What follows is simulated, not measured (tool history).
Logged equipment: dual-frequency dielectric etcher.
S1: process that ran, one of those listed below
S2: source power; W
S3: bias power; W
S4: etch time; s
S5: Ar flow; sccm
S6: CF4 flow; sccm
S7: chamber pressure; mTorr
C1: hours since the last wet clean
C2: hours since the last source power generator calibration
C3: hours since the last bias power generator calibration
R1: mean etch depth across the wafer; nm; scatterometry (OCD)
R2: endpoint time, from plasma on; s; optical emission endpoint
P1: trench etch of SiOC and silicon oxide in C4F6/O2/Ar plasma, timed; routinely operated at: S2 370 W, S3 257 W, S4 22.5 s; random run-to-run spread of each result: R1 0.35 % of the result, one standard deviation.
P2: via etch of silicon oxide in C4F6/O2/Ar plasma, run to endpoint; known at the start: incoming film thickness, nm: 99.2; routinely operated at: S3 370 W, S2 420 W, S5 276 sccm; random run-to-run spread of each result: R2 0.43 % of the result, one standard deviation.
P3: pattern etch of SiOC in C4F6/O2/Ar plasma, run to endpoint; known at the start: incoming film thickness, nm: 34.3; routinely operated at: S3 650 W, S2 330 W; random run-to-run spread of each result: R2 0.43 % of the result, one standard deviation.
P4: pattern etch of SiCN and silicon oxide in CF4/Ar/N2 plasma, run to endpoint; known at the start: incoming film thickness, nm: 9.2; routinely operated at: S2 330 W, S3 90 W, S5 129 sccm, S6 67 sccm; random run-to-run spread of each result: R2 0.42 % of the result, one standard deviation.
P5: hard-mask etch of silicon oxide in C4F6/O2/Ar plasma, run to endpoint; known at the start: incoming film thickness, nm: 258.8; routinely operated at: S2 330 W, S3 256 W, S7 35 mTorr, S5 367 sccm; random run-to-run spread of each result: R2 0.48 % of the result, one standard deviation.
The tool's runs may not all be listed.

{"run": 1, "day": 0.558, "S1": "P1", "S2": 370, "S3": 257, "S4": 22.5, "C1": 267.8, "C2": 2396.5, "C3": 1106.3, "R1": 48.277}
{"run": 2, "day": 0.904, "S1": "P4", "S2": 330, "S3": 120, "S5": 129, "S6": 67, "C1": 276.1, "C2": 2404.8, "C3": 1114.6, "R2": 12.229}
{"run": 3, "day": 1.312, "S1": "P1", "S2": 480, "S3": 257, "S4": 30.0, "C1": 285.9, "C2": 2414.6, "C3": 1124.4, "R1": 70.788}
{"run": 4, "day": 1.675, "S1": "P1", "S2": 370, "S3": 337, "S4": 22.5, "C1": 294.6, "C2": 2423.3, "C3": 1133.1, "R1": 53.098}
{"run": 5, "day": 2.029, "S1": "P3", "S2": 330, "S3": 913, "C1": 303.1, "C2": 2431.8, "C3": 1141.6, "R2": 9.5349}
{"run": 6, "day": 2.692, "S1": "P1", "S2": 270, "S3": 257, "S4": 22.5, "C1": 319.0, "C2": 2447.7, "C3": 1157.5, "R1": 42.933}
{"run": 7, "day": 2.988, "S1": "P1", "S2": 460, "S3": 257, "S4": 22.5, "C1": 326.1, "C2": 2454.8, "C3": 1164.6, "R1": 51.952}
{"run": 8, "day": 3.629, "S1": "P4", "S2": 330, "S3": 90, "S5": 129, "S6": 83, "C1": 341.5, "C2": 2470.2, "C3": 1180.0, "R2": 13.244}
{"run": 9, "day": 4.05, "S1": "P5", "S2": 330, "S3": 256, "S5": 367, "S7": 35, "C1": 351.6, "C2": 2480.3, "C3": 1190.1, "R2": 81.521}
{"run": 10, "day": 4.554, "S1": "P3", "S2": 330, "S3": 650, "C1": 363.7, "C2": 2492.4, "C3": 1202.2, "R2": 10.778}
{"run": 11, "day": 4.979, "S1": "P1", "S2": 370, "S3": 257, "S4": 29.5, "C1": 373.9, "C2": 2502.6, "C3": 1212.4, "R1": 63.159}
{"run": 12, "day": 5.354, "S1": "P1", "S2": 370, "S3": 257, "S4": 22.5, "C1": 382.9, "C2": 2511.6, "C3": 1221.4, "R1": 48.035}
{"run": 13, "day": 5.908, "S1": "P5", "S2": 330, "S3": 256, "S5": 462, "S7": 35, "C1": 396.2, "C2": 2524.9, "C3": 1234.7, "R2": 83.49}
{"run": 14, "day": 6.462, "S1": "P2", "S2": 580, "S3": 370, "S5": 276, "C1": 409.5, "C2": 2538.2, "C3": 1248.0, "R2": 21.017}
{"run": 15, "day": 6.838, "S1": "P1", "S2": 370, "S3": 257, "S4": 22.5, "C1": 418.5, "C2": 2547.2, "C3": 1257.0, "R1": 47.958}
{"run": 16, "day": 7.433, "S1": "P2", "S2": 420, "S3": 220, "S5": 276, "C1": 432.8, "C2": 2561.5, "C3": 1271.3, "R2": 28.358}
{"run": 17, "day": 8.054, "S1": "P2", "S2": 420, "S3": 370, "S5": 187, "C1": 447.7, "C2": 2576.4, "C3": 1286.2, "R2": 22.854}
{"run": 18, "day": 8.362, "S1": "P5", "S2": 330, "S3": 313, "S5": 367, "S7": 35, "C1": 455.1, "C2": 2583.8, "C3": 1293.6, "R2": 75.588}
{"run": 19, "day": 8.817, "S1": "P2", "S2": 420, "S3": 370, "S5": 276, "C1": 466.0, "C2": 2594.7, "C3": 1304.5, "R2": 23.627}
{"run": 20, "day": 9.383, "S1": "P4", "S2": 330, "S3": 90, "S5": 166, "S6": 67, "C1": 479.6, "C2": 2608.3, "C3": 1318.1, "R2": 14.089}
{"run": 21, "day": 10.029, "S1": "P1", "S2": 250, "S3": 257, "S4": 15.5, "C1": 495.1, "C2": 2623.8, "C3": 1333.6, "R1": 28.769}

Run 22 is up next; what results do you expect?
{"run": 22, "day": 10.621, "S1": "P1", "S2": 370, "S3": 257, "S4": 22.5, "C1": 509.3, "C2": 2638.0, "C3": 1347.8, "R1": "?"}

Run 22 measured R1 48.015 nm.
